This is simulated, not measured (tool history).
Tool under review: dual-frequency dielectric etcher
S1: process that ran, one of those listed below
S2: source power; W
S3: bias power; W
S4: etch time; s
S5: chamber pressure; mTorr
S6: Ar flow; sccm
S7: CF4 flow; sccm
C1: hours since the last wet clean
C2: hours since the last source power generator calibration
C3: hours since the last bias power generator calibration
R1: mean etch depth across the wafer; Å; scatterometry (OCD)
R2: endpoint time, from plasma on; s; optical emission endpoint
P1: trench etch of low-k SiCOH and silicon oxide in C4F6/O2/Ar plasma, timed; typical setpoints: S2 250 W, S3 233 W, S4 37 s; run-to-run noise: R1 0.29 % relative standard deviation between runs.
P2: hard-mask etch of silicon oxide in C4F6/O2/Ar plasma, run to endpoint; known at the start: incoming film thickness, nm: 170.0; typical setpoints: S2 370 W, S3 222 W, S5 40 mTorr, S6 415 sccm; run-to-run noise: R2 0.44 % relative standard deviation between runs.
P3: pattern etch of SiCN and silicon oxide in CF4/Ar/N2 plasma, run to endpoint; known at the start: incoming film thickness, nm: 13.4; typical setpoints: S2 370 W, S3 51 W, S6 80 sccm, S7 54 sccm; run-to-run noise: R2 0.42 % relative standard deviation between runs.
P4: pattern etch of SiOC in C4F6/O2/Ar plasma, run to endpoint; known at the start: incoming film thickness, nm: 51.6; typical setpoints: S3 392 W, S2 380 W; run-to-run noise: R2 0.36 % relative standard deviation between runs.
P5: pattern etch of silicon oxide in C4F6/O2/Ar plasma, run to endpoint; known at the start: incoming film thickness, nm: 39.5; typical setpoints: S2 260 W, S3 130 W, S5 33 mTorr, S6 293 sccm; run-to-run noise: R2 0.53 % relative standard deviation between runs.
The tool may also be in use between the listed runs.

run     day  S1   S2   S3    S4  S5   S6  S7     C1      C2      C3      R1      R2
  1   0.388  P1  250  233    37               312.3  1554.5   673.9  1099.1
  2   0.783  P1  250  180    37               321.8    1564   683.4  1004.8
  3   1.058  P5  360  130        33  293      328.4  1570.6     690          14.947
  4   1.279  P1  250  291    37               333.7  1575.9   695.3  1177.8
  5   1.475  P1  250  233    37               338.4  1580.6     700  1095.8
  6   1.704  P2  370  222        40  415      343.9  1586.1   705.5          56.742
  7   2.017  P4  380  392                     351.4  1593.6     713          18.867
  8   2.333  P5  260   80        33  293        359  1601.2   720.6           19.43
  9   2.733  P3  370   51             80  54  368.6  1610.8   730.2          20.617
 10   3.121  P3  480   51             80  54  377.9  1620.1   739.5          16.305
 11    3.35  P2  500  222        40  415      383.4  1625.6     745          50.426
 12   3.633  P1  250  233    37               390.2  1632.4   751.8  1100.5
 13   4.025  P1  250  233    37               399.6  1641.8   761.2  1105.1
 14   4.388  P3  370   51             47  54  408.3  1650.5   769.9           18.91
 15   4.796  P3  370   51             80  37  418.1  1660.3   779.7          21.792
 16   5.033  P4  270  392                     423.8    1666   785.4          21.421
 17   5.312  P5  260  130        33  293      430.5  1672.7   792.1          17.066
 18   5.642  P1  250  233    29               438.4  1680.6     800   861.7
 19   5.871  P5  260  130        44  293      443.9  1686.1   805.5           17.75
 20   6.121  P1  320  233    37               449.9  1692.1   811.5  1201.9
 21   6.567  P1  250  233    37               460.6  1702.8   822.2  1099.9
 22   6.938  P3  370   37             80  54  469.5  1711.7   831.1          22.446
 23   7.388  P4  380  392                     480.3  1722.5   841.9           18.89
 24   7.679  P5  260  130        33  293      487.3  1729.5   848.9          16.995
 25   8.058  P2  370  167        40  415      496.4  1738.6     858          61.921
 26   8.338  P5  260  130        33  382      503.1  1745.3   864.7          17.646
 27   8.654  P2  370  222        50  415      510.7  1752.9   872.3          57.859
 28     9.1  P1  250  233    37               521.4  1763.6     883  1096.8
 29   9.396  P3  370   51             80  54  528.5  1770.7   890.1           20.46
 30   9.692  P2  370  222        40  285      535.6  1777.8   897.2          53.932
 31   9.975  P4  380  234                     542.4  1784.6     904          22.617
 32  10.404  P1  250  233    50               552.7  1794.9   914.3  1490.3
 33  10.704  P1  160  233    37               559.9  1802.1   921.5  924.57
 34  11.029  P1  330  233  49.5               567.7  1809.9   929.3    1633
 35  11.262  P1  250  233    37               573.3  1815.5   934.9  1097.9
 36  11.517  P1  250  233    37               579.4  1821.6     941  1095.7
 37  11.825  P1  250  233    37               586.8    1829   948.4  1090.9
 38  12.258  P1  250  233    37               597.2  1839.4   958.8  1086.4
 39  12.612  P1  250  233    37               605.7  1847.9   967.3  1081.4
 40  12.871  P1  250  233    37               611.9  1854.1   973.5  1083.5
 41  13.112  P1  250  233    37               617.7  1859.9   979.3  1082.7
 42  13.558  P1  250  233    37               628.4  1870.6     990  1078.8
     13.879  -- wet clean of the chamber
 43  13.933  P1  250  233    37                 1.4  1879.6     999  1079.3
 44  14.171  P1  250  233    37                 7.1  1885.3  1004.7  1084.9
 45  14.554  P1  250  233    37                16.3  1894.5  1013.9  1084.8
 46  14.858  P1  250  233    37                23.6  1901.8  1021.2  1080.4

The log shows P1 creeping away from where it was. Any of the 2 causes listed here, at the size stated for it, fits the log just as well as the others:
A: source power that arrives under what is set, % = 3.73
B: bias power that arrives under what is set, % = 4.13
Creep in the process output first set in at about day 11.262.
Why every other cause is out:
chamber walls in a state that lowers the etch rate, %: maintenance at day 13.879, after the shift began, did not return the process to its former output

The 4 check runs listed below each average the results of 2 wafers, and their outcomes are marked with question marks. Under which run would the listed causes produce clearly different results?
check 1  15.162  P2  500  222      40  415                       ?
check 2  15.162  P4  380  301                                    ?
check 3  15.162  P5  260  130      33  377                       ?
check 4  15.162  P3  370   51           63  54                   ?

What every check run would give for each of its results, assuming each possible cause in turn:
  check  result    if A    if B
check 1      R2  50.904  50.851
check 2      R2  21.033  21.036
check 3      R2  17.767  17.727
check 4      R2  20.407  19.982
Distance between the nearest two causes, measured in the result of the check that separates them most: check 1 0.1 %; check 2 0.01 %; check 3 0.22 %; check 4 2.11 %
Of the check runs offered, only check 4 discriminates between the causes; the rest would read about the same regardless of which cause applies.

Then check 4 was run and gave: R2 20.381 s. Which cause is it?

It was cause A: source power that arrives under what is set, %.

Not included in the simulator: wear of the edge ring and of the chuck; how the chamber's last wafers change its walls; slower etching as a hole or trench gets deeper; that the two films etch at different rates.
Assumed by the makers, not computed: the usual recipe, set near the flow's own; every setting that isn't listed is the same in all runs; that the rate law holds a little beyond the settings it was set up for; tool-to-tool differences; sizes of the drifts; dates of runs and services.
